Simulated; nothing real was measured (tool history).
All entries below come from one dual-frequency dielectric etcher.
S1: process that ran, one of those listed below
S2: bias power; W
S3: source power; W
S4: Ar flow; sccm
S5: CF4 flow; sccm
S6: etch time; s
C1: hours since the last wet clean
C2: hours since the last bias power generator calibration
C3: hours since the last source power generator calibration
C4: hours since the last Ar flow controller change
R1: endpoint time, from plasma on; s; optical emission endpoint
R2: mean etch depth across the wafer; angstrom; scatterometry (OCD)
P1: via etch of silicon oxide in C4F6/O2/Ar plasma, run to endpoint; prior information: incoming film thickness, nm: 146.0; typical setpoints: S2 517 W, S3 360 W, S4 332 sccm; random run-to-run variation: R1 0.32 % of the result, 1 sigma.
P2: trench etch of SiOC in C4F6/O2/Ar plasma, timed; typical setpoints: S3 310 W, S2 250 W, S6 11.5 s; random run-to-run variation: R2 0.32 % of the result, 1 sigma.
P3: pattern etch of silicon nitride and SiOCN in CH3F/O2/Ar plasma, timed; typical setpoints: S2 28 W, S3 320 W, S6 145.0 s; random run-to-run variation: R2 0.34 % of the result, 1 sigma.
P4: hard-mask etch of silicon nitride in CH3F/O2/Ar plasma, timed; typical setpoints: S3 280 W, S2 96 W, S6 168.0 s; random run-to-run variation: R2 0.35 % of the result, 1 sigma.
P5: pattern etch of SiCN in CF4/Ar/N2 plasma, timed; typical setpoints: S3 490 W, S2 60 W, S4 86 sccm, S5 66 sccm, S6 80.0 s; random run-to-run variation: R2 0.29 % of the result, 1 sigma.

Run 1, hour 15.6: S1 P1, S2 517 W, S3 360 W, S4 332 sccm; C1 333.0; C2 1285.4; C3 1267.4; C4 416.6. Result: R1 33.747 s.
Run 2, hour 24.0: S1 P1, S2 339 W, S3 360 W, S4 225 sccm; C1 341.4; C2 1293.8; C3 1275.8; C4 425.0. Result: R1 37.452 s.
Run 3, hour 36.0: S1 P5, S2 38 W, S3 490 W, S4 86 sccm, S5 66 sccm, S6 80.0 s; C1 353.4; C2 1305.8; C3 1287.8; C4 437.0. Result: R2 599.73 angstrom.
Run 4, hour 45.6: S1 P1, S2 517 W, S3 360 W, S4 332 sccm; C1 363.0; C2 1315.4; C3 1297.4; C4 446.6. Result: R1 33.440 s.
Run 5, hour 54.3: S1 P5, S2 60 W, S3 490 W, S4 86 sccm, S5 46 sccm, S6 80.0 s; C1 371.7; C2 1324.1; C3 1306.1; C4 455.3. Result: R2 651.15 angstrom.
Run 6, hour 65.6: S1 P3, S2 28 W, S3 320 W, S6 145.0 s; C1 383.0; C2 1335.4; C3 1317.4; C4 466.6. Result: R2 201.16 angstrom.
Run 7, hour 77.9: S1 P3, S2 28 W, S3 240 W, S6 145.0 s; C1 395.3; C2 1347.7; C3 1329.7; C4 478.9. Result: R2 180.85 angstrom.
Run 8, hour 91.5: S1 P1, S2 517 W, S3 450 W, S4 332 sccm; C1 408.9; C2 1361.3; C3 1343.3; C4 492.5. Result: R1 30.985 s.
Run 9, hour 106.0: S1 P5, S2 60 W, S3 490 W, S4 86 sccm, S5 66 sccm, S6 47.5 s; C1 423.4; C2 1375.8; C3 1357.8; C4 507.0. Result: R2 408.39 angstrom.
Run 10, hour 114.8: S1 P4, S2 96 W, S3 280 W, S6 168.0 s; C1 432.2; C2 1384.6; C3 1366.6; C4 515.8. Result: R2 1163.10 angstrom.
Run 11, hour 128.9: S1 P1, S2 403 W, S3 360 W, S4 332 sccm; C1 446.3; C2 1398.7; C3 1380.7; C4 529.9. Result: R1 36.851 s.
Run 12, hour 143.8: S1 P1, S2 517 W, S3 360 W, S4 332 sccm; C1 461.2; C2 1413.6; C3 1395.6; C4 544.8. Result: R1 33.601 s.
Run 13, hour 154.0: S1 P2, S2 250 W, S3 310 W, S6 15.0 s; C1 471.4; C2 1423.8; C3 1405.8; C4 555.0. Result: R2 306.98 angstrom.
Run 14, hour 164.9: S1 P4, S2 96 W, S3 160 W, S6 168.0 s; C1 482.3; C2 1434.7; C3 1416.7; C4 565.9. Result: R2 939.64 angstrom.
Run 15, hour 172.9: S1 P5, S2 60 W, S3 490 W, S4 86 sccm, S5 66 sccm, S6 80.0 s; C1 490.3; C2 1442.7; C3 1424.7; C4 573.9. Result: R2 687.85 angstrom.
Run 16, hour 187.4: S1 P5, S2 60 W, S3 360 W, S4 86 sccm, S5 66 sccm, S6 80.0 s; C1 504.8; C2 1457.2; C3 1439.2; C4 588.4. Result: R2 523.13 angstrom.
Run 17, hour 198.5: S1 P3, S2 28 W, S3 320 W, S6 145.0 s; C1 515.9; C2 1468.3; C3 1450.3; C4 599.5. Result: R2 199.28 angstrom.
Run 18, hour 207.9: S1 P3, S2 38 W, S3 320 W, S6 145.0 s; C1 525.3; C2 1477.7; C3 1459.7; C4 608.9. Result: R2 232.42 angstrom.
Run 19, hour 219.6: S1 P1, S2 517 W, S3 360 W, S4 332 sccm; C1 537.0; C2 1489.4; C3 1471.4; C4 620.6. Result: R1 33.689 s.
Run 20, hour 231.5: S1 P2, S2 250 W, S3 310 W, S6 11.5 s; C1 548.9; C2 1501.3; C3 1483.3; C4 632.5. Result: R2 234.85 angstrom.
Run 21, hour 239.1: S1 P4, S2 96 W, S3 280 W, S6 168.0 s; C1 556.5; C2 1508.9; C3 1490.9; C4 640.1. Result: R2 1166.10 angstrom.
Run 22, hour 255.9: S1 P1, S2 517 W, S3 360 W, S4 332 sccm; C1 573.3; C2 1525.7; C3 1507.7; C4 656.9. Result: R1 33.612 s.
Run 23, hour 264.1: S1 P1, S2 517 W, S3 360 W, S4 332 sccm; C1 581.5; C2 1533.9; C3 1515.9; C4 665.1. Result: R1 33.409 s.
Run 24, hour 273.9: S1 P1, S2 517 W, S3 360 W, S4 249 sccm; C1 591.3; C2 1543.7; C3 1525.7; C4 674.9. Result: R1 32.479 s.
Run 25, hour 281.4: S1 P4, S2 115 W, S3 280 W, S6 168.0 s; C1 598.8; C2 1551.2; C3 1533.2; C4 682.4. Result: R2 1252.40 angstrom.
Run 26, hour 296.2: S1 P1, S2 654 W, S3 490 W, S4 332 sccm; C1 613.6; C2 1566.0; C3 1548.0; C4 697.2. Result: R1 27.556 s.
Run 27, hour 309.0: S1 P2, S2 250 W, S3 430 W, S6 11.5 s; C1 626.4; C2 1578.8; C3 1560.8; C4 710.0. Result: R2 266.44 angstrom.
Run 28, hour 317.3: S1 P2, S2 173 W, S3 310 W, S6 11.5 s; C1 634.7; C2 1587.1; C3 1569.1; C4 718.3. Result: R2 208.11 angstrom.
Run 29, hour 330.2: S1 P3, S2 28 W, S3 320 W, S6 95.5 s; C1 647.6; C2 1600.0; C3 1582.0; C4 731.2. Result: R2 132.15 angstrom.
Run 30, hour 337.6: S1 P5, S2 60 W, S3 490 W, S4 66 sccm, S5 66 sccm, S6 80.0 s; C1 655.0; C2 1607.4; C3 1589.4; C4 738.6. Result: R2 714.81 angstrom.
Run 31, hour 347.9: S1 P1, S2 517 W, S3 360 W, S4 406 sccm; C1 665.3; C2 1617.7; C3 1599.7; C4 748.9. Result: R1 34.520 s.
Run 32, hour 361.9: S1 P2, S2 250 W, S3 310 W, S6 11.5 s; C1 679.3; C2 1631.7; C3 1613.7; C4 762.9. Result: R2 234.45 angstrom.
Run 33, hour 371.6: S1 P1, S2 716 W, S3 360 W, S4 332 sccm; C1 689.0; C2 1641.4; C3 1623.4; C4 772.6. Result: R1 29.733 s.
Run 34, hour 380.1: S1 P1, S2 517 W, S3 250 W, S4 332 sccm; C1 697.5; C2 1649.9; C3 1631.9; C4 781.1. Result: R1 38.303 s.
Run 35, hour 390.8: S1 P4, S2 96 W, S3 280 W, S6 208.5 s; C1 708.2; C2 1660.6; C3 1642.6; C4 791.8. Result: R2 1443.70 angstrom.
Run 36, hour 401.5: S1 P1, S2 517 W, S3 360 W, S4 332 sccm; C1 718.9; C2 1671.3; C3 1653.3; C4 802.5. Result: R1 33.623 s.
Run 37, hour 412.3: S1 P1, S2 517 W, S3 360 W, S4 332 sccm; C1 729.7; C2 1682.1; C3 1664.1; C4 813.3. Result: R1 33.701 s.
Run 38, hour 425.5: S1 P1, S2 517 W, S3 360 W, S4 332 sccm; C1 742.9; C2 1695.3; C3 1677.3; C4 826.5. Result: R1 33.957 s.
Run 39, hour 435.0: S1 P1, S2 517 W, S3 360 W, S4 332 sccm; C1 752.4; C2 1704.8; C3 1686.8; C4 836.0. Result: R1 34.097 s.
Run 40, hour 447.4: S1 P1, S2 517 W, S3 360 W, S4 332 sccm; C1 764.8; C2 1717.2; C3 1699.2; C4 848.4. Result: R1 34.261 s.
Run 41, hour 456.7: S1 P1, S2 517 W, S3 360 W, S4 332 sccm; C1 774.1; C2 1726.5; C3 1708.5; C4 857.7. Result: R1 34.246 s.
Run 42, hour 472.0: S1 P1, S2 517 W, S3 360 W, S4 332 sccm; C1 789.4; C2 1741.8; C3 1723.8; C4 873.0. Result: R1 34.157 s.
At hour 476.9: wet clean of the chamber.
Run 43, hour 482.8: S1 P1, S2 517 W, S3 360 W, S4 332 sccm; C1 5.9; C2 1752.6; C3 1734.6; C4 883.8. Result: R1 34.301 s.
Run 44, hour 492.9: S1 P1, S2 517 W, S3 360 W, S4 332 sccm; C1 16.0; C2 1762.7; C3 1744.7; C4 893.9. Result: R1 34.125 s.
At hour 499.4: Ar flow controller replaced.
Run 45, hour 509.7: S1 P1, S2 517 W, S3 360 W, S4 332 sccm; C1 32.8; C2 1779.5; C3 1761.5; C4 10.4. Result: R1 34.288 s.
Run 46, hour 525.2: S1 P1, S2 517 W, S3 360 W, S4 332 sccm; C1 48.3; C2 1795.0; C3 1777.0; C4 25.9. Result: R1 34.223 s.
Run 47, hour 542.2: S1 P1, S2 517 W, S3 360 W, S4 332 sccm; C1 65.3; C2 1812.0; C3 1794.0; C4 42.9. Result: R1 34.164 s.

What P1 gives has crept off from where it sat before. The 2 causes that follow fit the log equally well, each at the size noted:
A: source power that arrives under what is set, % = 4.3
B: bias power that arrives under what is set, % = 4.2
The process output started creeping at around hour 401.5.
What rules out each remaining cause:
chamber walls in a state that lowers the etch rate, %: serviced after onset, at hour 476.9, with no recovery of the prior output
Ar flow that arrives over what is set, %: serviced after onset, at hour 499.4, with no recovery of the prior output

Which of the 4 check runs listed below separates the causes, so that each cause would produce a clearly different result? Each run uses one wafer, and its results are marked with question marks.
Run check 1, hour 559.2: S1 P5, S2 60 W, S3 490 W, S4 86 sccm, S5 66 sccm, S6 80.0 s. Result: R2 ?.
Run check 2, hour 559.2: S1 P2, S2 250 W, S3 310 W, S6 11.5 s. Result: R2 ?.
Run check 3, hour 559.2: S1 P4, S2 96 W, S3 280 W, S6 168.0 s. Result: R2 ?.
Run check 4, hour 559.2: S1 P3, S2 28 W, S3 320 W, S6 145.0 s. Result: R2 ?.

If the cause were each of the candidates in turn, the checks would give the following:
  check  result     if A     if B
check 1      R2   660.53   677.23
check 2      R2   231.22   231.68
check 3      R2  1142.70  1143.00
check 4      R2   196.91   195.88
Distance between the nearest two causes, measured in the result of the check that separates them most: check 1 2.5 %; check 2 0.2 %; check 3 0.03 %; check 4 0.52 %
Only check 1 tells the causes apart: in the others they would give nearly the same result.

Here is what check 1 returned: R2 657.76 angstrom. Which cause is it?

The correct cause is A, namely: source power that arrives under what is set, %.
